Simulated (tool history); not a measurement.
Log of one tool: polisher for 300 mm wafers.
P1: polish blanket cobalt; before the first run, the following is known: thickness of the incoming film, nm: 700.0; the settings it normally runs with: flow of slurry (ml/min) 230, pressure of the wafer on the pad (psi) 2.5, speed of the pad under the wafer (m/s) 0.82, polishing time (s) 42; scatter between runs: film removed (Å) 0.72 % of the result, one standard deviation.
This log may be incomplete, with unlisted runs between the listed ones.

run	hour	flow of slurry (ml/min)	pressure of the wafer on the pad (psi)	speed of the pad under the wafer (m/s)	polishing time (s)	film removed (Å)
1	16.1	230	2.5	0.82	42	1862.9
2	27.5	140	2.5	0.82	42	1718.5
3	41.4	230	2.5	0.82	66	2878.5
4	55.7	230	3.7	0.82	42	2718.3
5	66.2	230	2.5	0.82	42	1830.2
6	74	230	2.5	0.82	42	1824.6
7	84.4	230	2.5	0.82	42	1831.3
8	96.6	230	2.5	1.28	42	2862.5
9	105.1	150	2.5	0.82	66	2751.5
10	121.8	325	2.5	0.82	42	1880.6
11	137.7	230	1.7	0.82	42	1258
12	146.3	230	2.5	0.82	42	1862.7
# hour 155.1: worn pad replaced by a new one
13	161.4	155	3.6	0.82	42	2504.1
14	177.2	230	1.4	0.82	23	564.21
15	188.6	230	2.5	0.38	42	850.19
16	205.2	230	2.5	0.82	24	1054.4
17	217.6	230	2.5	0.82	42	1840.6
18	225.3	230	2.5	0.82	42	1833.4
19	235.1	230	2.5	0.82	42	1806.4
20	243.4	230	2.5	0.82	42	1785.8
21	254.7	230	2.5	0.82	42	1776.9

What will run 22 give?
# hour 263.4: worn pad replaced by a new one
22	267.3	230	2.5	0.82	42	?

film removed (Å): 1777.5
